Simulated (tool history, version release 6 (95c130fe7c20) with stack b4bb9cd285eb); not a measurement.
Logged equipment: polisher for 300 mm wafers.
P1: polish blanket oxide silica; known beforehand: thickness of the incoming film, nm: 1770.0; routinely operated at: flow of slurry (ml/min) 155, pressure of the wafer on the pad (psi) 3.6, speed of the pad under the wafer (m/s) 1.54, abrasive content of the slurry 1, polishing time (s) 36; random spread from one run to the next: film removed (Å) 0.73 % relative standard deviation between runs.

run	hour	flow of slurry (ml/min)	pressure of the wafer on the pad (psi)	speed of the pad under the wafer (m/s)	abrasive content of the slurry	polishing time (s)	film removed (Å)
1	5.2	155	3.6	1.54	1	36	1496
2	12.5	95	3.6	1.54	1	36	1360.9
3	16.4	155	3.6	1.54	1	36	1497.6
4	21.9	155	3.6	1.54	1	36	1508.1
5	25.7	155	3.6	1.54	0.65	36	1204.6
6	29.6	155	3.6	1.54	1	36	1495.9
7	35.3	155	5.6	1.54	1	36	2333.6
8	40.3	155	3.6	1.54	1.25	36	1638.9
9	44.7	155	1.6	1.54	1	36	664.21
10	49	155	3.6	1.54	1	36	1502.2
11	52.4	155	3.6	1.54	1	16	665.18
12	56.3	155	3.6	1.54	1	56	2314.8
13	60.8	155	3.6	0.7	1	36	802.77
14	67.4	155	3.6	1.54	1	36	1519.2
15	73.3	155	3.6	2.1	0.55	36	1408.1
16	77.8	210	3.6	1.54	1	36	1571.1
17	81.1	155	3.6	2.2	1	36	2012
18	85.6	155	3.6	1.54	1	36	1505
19	91.5	155	3.6	1.54	1	36	1483
20	97.2	155	3.6	1.54	1	36	1454.9
21	100.5	155	3.6	1.54	1	36	1430.4
22	106	155	3.6	1.54	1	36	1393.7
# hour 107.5: worn pad replaced by a new one
# hour 107.5: head pressure recalibrated
23	112.3	155	3.6	1.54	1	36	1407.4
24	115.5	155	3.6	1.54	1	36	1394.6
# hour 116.7: conditioning disc replaced and pad reconditioned
25	119.9	155	3.6	1.54	1	36	1391.8
26	126.7	155	3.6	1.54	1	36	1385.4
27	130.9	155	3.6	1.54	1	36	1388.1

The next listed run, before its measurement:
28	134.4	155	3.6	1.54	1	36	?

Run 28 measured film removed (Å) 1382.6.

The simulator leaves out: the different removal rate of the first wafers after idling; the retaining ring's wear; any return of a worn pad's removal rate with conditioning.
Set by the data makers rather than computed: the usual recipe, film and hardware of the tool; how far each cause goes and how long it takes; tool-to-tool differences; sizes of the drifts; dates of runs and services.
